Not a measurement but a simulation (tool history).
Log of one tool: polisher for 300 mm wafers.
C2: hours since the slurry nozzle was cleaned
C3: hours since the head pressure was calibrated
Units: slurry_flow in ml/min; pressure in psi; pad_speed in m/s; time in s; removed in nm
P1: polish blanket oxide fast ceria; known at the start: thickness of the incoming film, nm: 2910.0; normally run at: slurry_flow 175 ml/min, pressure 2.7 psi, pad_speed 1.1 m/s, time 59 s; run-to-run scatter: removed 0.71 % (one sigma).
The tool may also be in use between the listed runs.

run 1 hour=11.5 | slurry_flow=175 pressure=2.7 pad_speed=1.1 time=59 | wafers_polished_on_this_pad=709 C2=394.5 C3=113.7 | removed=952.66
run 2 hour=20 | slurry_flow=230 pressure=2.7 pad_speed=1.1 time=40 | wafers_polished_on_this_pad=757 C2=403 C3=122.2 | removed=666.99
run 3 hour=29.7 | slurry_flow=175 pressure=2.7 pad_speed=1.1 time=76 | wafers_polished_on_this_pad=812 C2=412.7 C3=131.9 | removed=1221.6
run 4 hour=39.8 | slurry_flow=175 pressure=1.4 pad_speed=1.1 time=27 | wafers_polished_on_this_pad=869 C2=422.8 C3=142 | removed=225.11
run 5 hour=45.9 | slurry_flow=175 pressure=3.7 pad_speed=1.1 time=59 | wafers_polished_on_this_pad=903 C2=428.9 C3=148.1 | removed=1291.9
run 6 hour=51.6 | slurry_flow=175 pressure=2.7 pad_speed=1.1 time=59 | wafers_polished_on_this_pad=935 C2=434.6 C3=153.8 | removed=933.55
run 7 hour=59.5 | slurry_flow=175 pressure=2.7 pad_speed=0.52 time=59 | wafers_polished_on_this_pad=980 C2=442.5 C3=161.7 | removed=444.49
run 8 hour=68.8 | slurry_flow=175 pressure=1.9 pad_speed=1.1 time=59 | wafers_polished_on_this_pad=1033 C2=451.8 C3=171 | removed=666.56
run 9 hour=74.9 | slurry_flow=175 pressure=2.7 pad_speed=1.44 time=59 | wafers_polished_on_this_pad=1067 C2=457.9 C3=177.1 | removed=1248
run 10 hour=86 | slurry_flow=255 pressure=2.7 pad_speed=1.1 time=87 | wafers_polished_on_this_pad=1130 C2=469 C3=188.2 | removed=1461
run 11 hour=92.4 | slurry_flow=175 pressure=2.7 pad_speed=1.1 time=59 | wafers_polished_on_this_pad=1166 C2=475.4 C3=194.6 | removed=945.26
run 12 hour=98.4 | slurry_flow=175 pressure=2.7 pad_speed=1.1 time=59 | wafers_polished_on_this_pad=1200 C2=481.4 C3=200.6 | removed=935.82
run 13 hour=104.2 | slurry_flow=175 pressure=2.7 pad_speed=1.1 time=59 | wafers_polished_on_this_pad=1233 C2=487.2 C3=206.4 | removed=939.21
run 14 hour=115.4 | slurry_flow=245 pressure=2.7 pad_speed=1.1 time=59 | wafers_polished_on_this_pad=1296 C2=498.4 C3=217.6 | removed=971.52

The next listed run, before its measurement:
run 15 hour=122.8 | slurry_flow=175 pressure=2.7 pad_speed=1.1 time=59 | wafers_polished_on_this_pad=1338 C2=505.8 C3=225 | removed=?

Run 15 gave removed 936.95 nm.

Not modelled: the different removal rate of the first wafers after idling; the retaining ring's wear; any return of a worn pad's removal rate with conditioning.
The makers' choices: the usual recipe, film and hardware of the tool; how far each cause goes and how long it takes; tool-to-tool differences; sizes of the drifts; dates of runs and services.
